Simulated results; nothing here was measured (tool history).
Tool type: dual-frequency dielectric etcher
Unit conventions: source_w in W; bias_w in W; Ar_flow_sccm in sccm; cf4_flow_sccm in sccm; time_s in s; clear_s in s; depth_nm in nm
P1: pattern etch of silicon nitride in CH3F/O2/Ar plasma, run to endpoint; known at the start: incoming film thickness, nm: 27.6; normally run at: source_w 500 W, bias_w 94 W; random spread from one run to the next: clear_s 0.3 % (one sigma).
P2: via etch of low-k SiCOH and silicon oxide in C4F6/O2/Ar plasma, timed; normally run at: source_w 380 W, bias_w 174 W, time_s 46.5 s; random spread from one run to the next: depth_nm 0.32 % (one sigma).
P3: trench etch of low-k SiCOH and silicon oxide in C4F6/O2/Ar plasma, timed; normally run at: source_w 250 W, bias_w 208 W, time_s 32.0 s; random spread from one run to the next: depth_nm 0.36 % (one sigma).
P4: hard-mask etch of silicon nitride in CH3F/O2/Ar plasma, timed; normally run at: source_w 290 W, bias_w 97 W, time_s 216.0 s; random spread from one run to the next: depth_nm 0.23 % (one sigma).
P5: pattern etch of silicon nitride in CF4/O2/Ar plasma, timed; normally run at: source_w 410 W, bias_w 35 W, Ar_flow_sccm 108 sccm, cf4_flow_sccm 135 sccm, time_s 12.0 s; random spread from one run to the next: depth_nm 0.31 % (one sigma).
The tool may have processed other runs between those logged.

run,hour,process,source_w,bias_w,Ar_flow_sccm,cf4_flow_sccm,time_s,clear_s,depth_nm
1,2.8,P1,500,94,,,,33.343,
2,6.1,P5,320,35,108,135,12.0,,13.4680
3,10.2,P5,410,35,108,135,7.0,,9.6998
4,12.6,P1,670,94,,,,30.143,
5,17.0,P5,410,35,108,135,12.0,,16.6990
6,21.8,P1,500,115,,,,31.235,
7,24.4,P1,500,76,,,,36.229,
8,29.0,P2,270,174,,,46.5,,103.4700
9,31.2,P1,500,94,,,,33.469,
10,35.6,P2,380,174,,,46.5,,118.5600
11,38.3,P5,410,35,108,173,12.0,,17.1870
12,42.5,P5,410,44,108,135,12.0,,18.1890
13,47.4,P4,290,97,,,282.0,,189.7000
14,50.1,P5,410,35,108,135,12.0,,16.7320
15,52.7,P1,400,94,,,,36.420,
16,54.9,P5,410,35,88,135,12.0,,17.1030
17,58.3,P3,310,208,,,32.0,,91.6860
18,61.1,P1,500,94,,,,33.720,
19,64.4,P1,500,94,,,,33.467,
20,68.0,P3,250,208,,,32.0,,84.6430
21,72.0,P3,250,208,,,32.0,,84.2650
22,76.9,P4,380,97,,,216.0,,160.9200
23,79.7,P3,250,157,,,32.0,,76.9940
24,83.1,P3,250,208,,,46.0,,120.3000
25,85.7,P1,500,94,,,,33.371,
26,88.5,P4,290,68,,,216.0,,128.0800
27,92.1,P4,290,97,,,216.0,,145.6800
28,96.1,P2,380,174,,,46.5,,118.6800
29,99.6,P2,380,174,,,65.5,,166.8300
30,101.8,P1,500,94,,,,33.502,
31,103.9,P4,290,97,,,216.0,,145.3100

What will run 32 give?
32,107.9,P2,380,121,,,46.5,,?

For run 32 the tool returned depth_nm 105.6500 nm.
